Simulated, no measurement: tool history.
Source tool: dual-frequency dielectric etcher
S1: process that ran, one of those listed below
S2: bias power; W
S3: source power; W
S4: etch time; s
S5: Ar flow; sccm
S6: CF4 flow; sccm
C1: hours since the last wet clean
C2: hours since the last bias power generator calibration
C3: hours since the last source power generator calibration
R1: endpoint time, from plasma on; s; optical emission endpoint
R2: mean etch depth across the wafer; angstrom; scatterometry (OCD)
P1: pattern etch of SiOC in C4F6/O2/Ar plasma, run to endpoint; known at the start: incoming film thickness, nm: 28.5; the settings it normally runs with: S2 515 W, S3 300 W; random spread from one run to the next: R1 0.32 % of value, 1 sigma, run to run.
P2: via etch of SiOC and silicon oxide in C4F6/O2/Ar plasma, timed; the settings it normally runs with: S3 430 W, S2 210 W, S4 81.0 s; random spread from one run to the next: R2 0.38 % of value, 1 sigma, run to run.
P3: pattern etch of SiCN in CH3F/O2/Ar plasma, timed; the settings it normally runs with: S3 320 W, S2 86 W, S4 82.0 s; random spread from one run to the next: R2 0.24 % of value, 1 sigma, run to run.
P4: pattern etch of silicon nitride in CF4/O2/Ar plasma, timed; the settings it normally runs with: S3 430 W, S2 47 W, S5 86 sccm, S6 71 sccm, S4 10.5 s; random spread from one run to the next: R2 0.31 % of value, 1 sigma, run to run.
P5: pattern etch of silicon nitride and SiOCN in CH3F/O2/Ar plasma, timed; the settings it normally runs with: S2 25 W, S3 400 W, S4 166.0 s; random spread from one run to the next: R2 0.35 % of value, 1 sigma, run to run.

run,hour,S1,S2,S3,S4,S5,S6,C1,C2,C3,R1,R2
1,8.4,P1,515,300,,,,194.7,815.6,3299.9,10.3800,
2,14.6,P5,25,400,91.5,,,200.9,821.8,3306.1,,124.19
3,23.9,P3,120,320,82.0,,,210.2,831.1,3315.4,,340.92
4,31.3,P5,25,400,166.0,,,217.6,838.5,3322.8,,226.41
5,39.1,P1,414,370,,,,225.4,846.3,3330.6,10.3750,
6,48.8,P1,515,300,,,,235.1,856.0,3340.3,10.3130,
7,53.9,P3,86,430,82.0,,,240.2,861.1,3345.4,,335.20
8,60.3,P1,515,300,,,,246.6,867.5,3351.8,10.3510,
9,68.8,P4,47,430,10.5,86,71,255.1,876.0,3360.3,,171.70
10,75.2,P2,210,430,81.0,,,261.5,882.4,3366.7,,970.06
11,81.4,P4,47,430,10.5,86,44,267.7,888.6,3372.9,,160.21
12,86.9,P5,25,550,166.0,,,273.2,894.1,3378.4,,252.19
13,92.3,P1,617,380,,,,278.6,899.5,3383.8,8.7805,
14,101.4,P4,47,280,10.5,86,71,287.7,908.6,3392.9,,118.16
15,108.5,P5,29,400,166.0,,,294.8,915.7,3400.0,,240.63
16,113.8,P3,86,320,82.0,,,300.1,921.0,3405.3,,300.96
17,122.2,P4,47,430,10.5,86,71,308.5,929.4,3413.7,,172.39
18,129.8,P2,210,540,81.0,,,316.1,937.0,3421.3,,1062.30
19,139.2,P1,719,300,,,,325.5,946.4,3430.7,9.0620,
20,145.0,P4,47,430,10.5,110,71,331.3,952.2,3436.5,,166.32
21,154.3,P4,33,430,10.5,86,71,340.6,961.5,3445.8,,151.37
22,161.8,P2,210,430,54.5,,,348.1,969.0,3453.3,,655.48
23,166.5,P1,515,380,,,,352.8,973.7,3458.0,9.5434,
24,172.8,P1,419,300,,,,359.1,980.0,3464.3,11.1180,
25,181.0,P1,515,300,,,,367.3,988.2,3472.5,10.3210,
26,186.0,P1,515,300,,,,372.3,993.2,3477.5,10.3620,
27,194.2,P2,148,430,81.0,,,380.5,1001.4,3485.7,,871.45
28,199.4,P4,47,430,15.0,86,71,385.7,1006.6,3490.9,,244.94
29,208.4,P3,86,320,100.5,,,394.7,1015.6,3499.9,,367.35
30,214.8,P1,515,170,,,,401.1,1022.0,3506.3,12.6470,
31,222.1,P1,663,240,,,,408.4,1029.3,3513.6,10.1410,
32,228.7,P1,515,300,,,,415.0,1035.9,3520.2,10.3220,
33,238.7,P1,515,300,,,,425.0,1045.9,3530.2,10.3930,
34,243.5,P1,515,300,,,,429.8,1050.7,3535.0,10.4790,
35,250.1,P1,515,300,,,,436.4,1057.3,3541.6,10.4380,
36,258.1,P1,515,300,,,,444.4,1065.3,3549.6,10.4850,
# hour 262.1: wet clean of the chamber
37,263.8,P1,515,300,,,,1.8,1071.0,3555.3,10.4790,
38,271.6,P1,515,300,,,,9.6,1078.8,3563.1,10.4610,
39,279.8,P1,515,300,,,,17.8,1087.0,3571.3,10.4850,
40,286.6,P1,515,300,,,,24.6,1093.8,3578.1,10.5330,
41,295.4,P1,515,300,,,,33.4,1102.6,3586.9,10.4970,

The output of P1 has drifted from where it used to be. Each of the 2 causes below, taken at the size shown beside it, accounts for the log equally well:
A: source power that arrives under what is set, % = 4.32
B: bias power that arrives under what is set, % = 4.18
The creep began at about hour 228.7.
Every other cause this tool's parts could produce, and why it does not fit the log:
chamber walls in a state that lowers the etch rate, %: serviced at hour 262.1, after the change had begun; the process did not return to its earlier output

4 check runs are offered, one wafer each, their results left as question marks. Which one tells the causes apart?
check 1,304.2,P3,86,320,82.0,,,,,,,?
check 2,304.2,P5,25,400,166.0,,,,,,,?
check 3,304.2,P2,210,430,81.0,,,,,,,?
check 4,304.2,P4,47,430,10.5,86,71,,,,,?

What each check would give under each cause:
check,result,if A,if B
check 1,R2,295.52,295.68
check 2,R2,222.06,221.12
check 3,R2,957.70,960.50
check 4,R2,165.64,169.34
Minimum pairwise separation of causes per check, each pair taken at its best-separating result: check 1 0.05 %; check 2 0.42 %; check 3 0.29 %; check 4 2.21 %
The other checks would show nearly matching results whichever cause is true, so check 4 is the only one that separates the causes.

Check 4 was carried out, with these results: R2 165.81 angstrom. Which of the listed causes is responsible?

The cause is A: source power that arrives under what is set, %.
